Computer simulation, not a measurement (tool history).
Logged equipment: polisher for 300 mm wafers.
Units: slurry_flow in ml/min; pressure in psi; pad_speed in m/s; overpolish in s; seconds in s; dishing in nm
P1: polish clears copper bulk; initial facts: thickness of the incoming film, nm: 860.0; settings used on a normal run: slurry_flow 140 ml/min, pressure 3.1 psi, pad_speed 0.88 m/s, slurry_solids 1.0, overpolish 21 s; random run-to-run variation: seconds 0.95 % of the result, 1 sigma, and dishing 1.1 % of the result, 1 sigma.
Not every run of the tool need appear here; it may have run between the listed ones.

run,day,slurry_flow,pressure,pad_speed,slurry_solids,overpolish,wafers polished on this pad,hours since the slurry nozzle was cleaned,hours since the head pressure was calibrated,hours since the slurry blender was calibrated,seconds,dishing
1,0.092,140,3.1,0.88,1.0,21,610,196.1,272.8,234.0,91.850,89.980
2,0.212,140,3.1,0.44,1.0,21,636,199.0,275.7,236.9,186.310,60.368
3,0.338,215,3.1,0.88,1.0,21,663,202.0,278.7,239.9,86.524,92.883
4,0.483,140,1.8,0.88,1.0,21,694,205.5,282.2,243.4,158.060,61.314
5,0.592,85,3.1,0.48,1.0,21,718,208.1,284.8,246.0,188.270,58.724
6,0.767,140,3.1,0.88,1.0,21,755,212.3,289.0,250.2,91.883,90.485
7,0.871,85,3.1,0.88,1.0,30,778,214.8,291.5,252.7,105.190,101.570
8,1.008,140,3.1,0.88,1.0,21,807,218.1,294.8,256.0,91.884,88.542
9,1.096,140,3.1,0.88,1.0,21,826,220.2,296.9,258.1,91.564,91.089
10,1.212,140,4.7,0.88,1.0,21,851,223.0,299.7,260.9,60.802,113.970
11,1.312,140,3.1,0.88,0.5,21,873,225.4,302.1,263.3,107.090,82.467
12,1.450,140,3.1,0.88,1.5,21,903,228.7,305.4,266.6,83.705,92.295
13,1.625,140,3.1,0.88,1.4,6,940,232.9,309.6,270.8,85.923,40.984
14,1.812,140,3.1,0.88,1.0,43,981,237.4,314.1,275.3,91.648,115.140
15,1.912,140,3.1,0.88,1.0,21,1002,239.8,316.5,277.7,93.577,89.256
16,2.033,140,3.1,0.88,1.0,21,1029,242.7,319.4,280.6,92.187,90.244
17,2.121,140,3.1,0.88,1.0,6,1047,244.8,321.5,282.7,92.398,38.476
18,2.258,140,3.1,1.28,1.0,21,1077,248.1,324.8,286.0,62.631,106.360
19,2.438,85,3.1,0.88,1.0,21,1116,252.4,329.1,290.3,101.850,85.353

Run 20 is up next; what results do you expect?
20,2.625,140,3.1,0.88,1.0,21,1156,256.9,333.6,294.8,?,?

seconds: 91.965 s
dishing: 90.159 nm
